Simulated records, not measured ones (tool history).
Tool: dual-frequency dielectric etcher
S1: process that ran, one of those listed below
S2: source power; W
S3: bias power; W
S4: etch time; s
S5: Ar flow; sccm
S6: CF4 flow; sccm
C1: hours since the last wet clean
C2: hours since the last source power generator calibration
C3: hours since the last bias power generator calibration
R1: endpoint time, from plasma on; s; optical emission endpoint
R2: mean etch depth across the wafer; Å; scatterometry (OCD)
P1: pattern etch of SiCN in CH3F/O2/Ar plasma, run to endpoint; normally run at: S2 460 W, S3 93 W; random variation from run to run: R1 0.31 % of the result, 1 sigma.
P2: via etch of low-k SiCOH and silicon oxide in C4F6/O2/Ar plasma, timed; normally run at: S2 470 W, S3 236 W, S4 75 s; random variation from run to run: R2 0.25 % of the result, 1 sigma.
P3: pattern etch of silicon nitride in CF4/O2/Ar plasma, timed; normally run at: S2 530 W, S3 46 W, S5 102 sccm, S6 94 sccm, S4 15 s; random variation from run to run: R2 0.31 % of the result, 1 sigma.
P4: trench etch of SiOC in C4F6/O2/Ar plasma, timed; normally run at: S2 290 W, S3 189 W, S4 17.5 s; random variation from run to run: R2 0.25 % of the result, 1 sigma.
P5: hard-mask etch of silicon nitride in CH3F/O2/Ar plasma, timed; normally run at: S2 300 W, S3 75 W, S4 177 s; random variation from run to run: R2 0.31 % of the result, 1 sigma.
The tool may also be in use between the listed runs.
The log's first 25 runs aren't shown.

run	hour	S1	S2	S3	S4	S5	S6	C1	C2	C3	R1	R2
26	115.2	P3	530	46	15	102	94	265.1	1364.6	494.1		289.93
27	120.4	P3	530	46	15	102	119	270.3	1369.8	499.3		298.39
28	125.8	P1	460	93				275.7	1375.2	504.7	28.671	
29	131.7	P1	460	129				281.6	1381.1	510.6	25.385	
30	137.2	P5	300	75	134			287.1	1386.6	516.1		859.82
31	140.4	P4	290	189	25			290.3	1389.8	519.3		459.1
32	143.8	P3	370	46	15	102	94	293.7	1393.2	522.7		209.82
33	146.8	P2	470	146	75			296.7	1396.2	525.7		2087.3
34	152	P3	530	36	15	102	94	301.9	1401.4	530.9		263.86
35	156.5	P1	460	93				306.4	1405.9	535.4	28.55	
36	161	P1	460	93				310.9	1410.4	539.9	28.604	
37	165.1	P1	460	93				315	1414.5	544	28.375	
38	169	P1	460	93				318.9	1418.4	547.9	28.105	

Forecast run 39:
39	174.5	P1	460	93				324.4	1423.9	553.4	?	

{"run 39": {"R1": 28.226}}
